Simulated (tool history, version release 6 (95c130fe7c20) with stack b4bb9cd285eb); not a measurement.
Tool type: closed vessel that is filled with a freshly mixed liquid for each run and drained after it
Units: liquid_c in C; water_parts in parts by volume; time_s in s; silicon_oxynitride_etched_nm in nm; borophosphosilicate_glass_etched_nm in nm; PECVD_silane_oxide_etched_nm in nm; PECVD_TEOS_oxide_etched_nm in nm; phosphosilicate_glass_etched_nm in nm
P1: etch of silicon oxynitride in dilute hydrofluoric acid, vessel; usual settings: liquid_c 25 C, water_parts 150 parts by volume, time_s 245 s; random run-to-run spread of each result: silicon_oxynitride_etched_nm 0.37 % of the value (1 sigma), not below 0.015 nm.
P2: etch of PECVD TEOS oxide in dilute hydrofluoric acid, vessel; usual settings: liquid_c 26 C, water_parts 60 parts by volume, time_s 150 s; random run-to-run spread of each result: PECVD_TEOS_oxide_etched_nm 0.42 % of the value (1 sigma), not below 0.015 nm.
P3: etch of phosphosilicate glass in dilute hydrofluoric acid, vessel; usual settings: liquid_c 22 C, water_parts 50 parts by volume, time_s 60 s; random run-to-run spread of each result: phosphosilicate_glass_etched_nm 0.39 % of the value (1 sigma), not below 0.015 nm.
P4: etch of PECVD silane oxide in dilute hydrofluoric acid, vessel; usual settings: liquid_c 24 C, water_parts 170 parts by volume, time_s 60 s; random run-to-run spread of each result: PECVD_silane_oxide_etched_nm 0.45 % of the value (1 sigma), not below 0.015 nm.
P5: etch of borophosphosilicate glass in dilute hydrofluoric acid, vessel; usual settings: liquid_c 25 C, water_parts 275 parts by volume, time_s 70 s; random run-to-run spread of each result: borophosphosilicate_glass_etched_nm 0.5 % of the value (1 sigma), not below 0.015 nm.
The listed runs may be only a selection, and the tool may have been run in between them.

run	hour	process	liquid_c	water_parts	time_s	hours since the thermometer was replaced	hours since the hydrofluoric acid flow meter was replaced	silicon_oxynitride_etched_nm	borophosphosilicate_glass_etched_nm	PECVD_silane_oxide_etched_nm	PECVD_TEOS_oxide_etched_nm	phosphosilicate_glass_etched_nm
1	11.1	P1	25	150	245	189.9	833.3	6.8389				
2	22.2	P5	33	275	70	201	844.4		23.856			
3	37	P1	25	30	245	215.8	859.2	38.165				
4	47.6	P1	25	150	245	226.4	869.8	6.8554				
5	62.9	P5	25	275	30	241.7	885.1		7.8713			
6	79	P5	25	105	70	257.8	901.2		58.406			
7	88.5	P4	24	170	30	267.3	910.7			8.292		
8	106.2	P1	29.5	150	245	285	928.4	8.4141				
9	122.6	P5	25	275	70	301.4	944.8		18.48			
10	134.7	P2	26	20	150	313.5	956.9				120.43	
11	148	P1	25	150	245	326.8	970.2	6.9085				
12	160	P1	25	150	60	338.8	982.2	1.7048				
13	168.4	P1	25	255	245	347.2	990.6	3.7354				
14	184.6	P4	24	170	60	363.4	1006.8			16.621		
15	195.7	P3	22	50	60	374.5	1017.9					127.03
16	211	P1	25	150	245	389.8	1033.2	6.8446				
17	222.7	P5	25	275	70	401.5	1044.9		18.446			
18	240.2	P2	26	60	30	419	1062.4				7.6077	
19	248.7	P2	26	60	150	427.5	1070.9				37.716	
20	262.8	P4	17	170	60	441.6	1085			12.765		
21	271.4	P1	22	150	90	450.2	1093.6	2.2058				
22	289.5	P3	22	20	60	468.3	1111.7					330.11
23	299.1	P3	22	50	115	477.9	1121.3					244.19
24	309.5	P3	30	50	60	488.3	1131.7					173.87
25	321.5	P1	25	150	425	500.3	1143.7	11.913				
26	336	P1	25	150	245	514.8	1158.2	6.8772				
27	345.1	P1	18.5	150	245	523.9	1167.3	5.1083				
28	354	P4	24	45	60	532.8	1176.2			73.441		
29	372	P2	31	60	150	550.8	1194.2				46.011	
30	382.6	P1	25	150	245	561.4	1204.8	6.9064				
31	392.7	P1	25	150	245	571.5	1214.9	6.6889				
32	404.8	P1	25	150	245	583.6	1227	6.5547				
33	413.2	P1	25	150	245	592	1235.4	6.5301				
34	430.6	P1	25	150	245	609.4	1252.8	6.4087				
35	444.6	P1	25	150	245	623.4	1266.8	6.4106				
36	462.7	P1	25	150	245	641.5	1284.9	6.4137				

The output of P1 has drifted from where it used to be. Each of the 2 causes below, taken at the size shown beside it, accounts for the log equally well:
A: hydrofluoric acid flow below the setpoint (%) = 6.15
B: liquid colder than its thermometer reads (K) = 1.57
At approximately hour 382.6, the process output began to creep.

Each of the check runs listed below is run on 2 wafers and reports their average, with the results left as question marks. Pick the one under which the possible causes would lead to clearly different results.
check 1	480.8	P4	24	55	60					?		
check 2	480.8	P5	31.5	275	70				?			
check 3	480.8	P2	26	35	30						?	
check 4	480.8	P3	22	20	110							?

What each check would give under each cause:
check	result	if A	if B
check 1	PECVD_silane_oxide_etched_nm	55.377	55.564
check 2	borophosphosilicate_glass_etched_nm	20.97	21.679
check 3	PECVD_TEOS_oxide_etched_nm	12.581	12.603
check 4	phosphosilicate_glass_etched_nm	565.71	564.3
How far apart the two closest causes lie, in the result that separates them most: check 1 0.34 %; check 2 3.32 %; check 3 0.18 %; check 4 0.25 %
Only check 2 tells the causes apart: in the others they would give nearly the same result.

Check 2 has now been run. It gave: borophosphosilicate_glass_etched_nm 21.004 nm. Which of the candidate causes is it?

The cause is A: hydrofluoric acid flow below the setpoint (%).
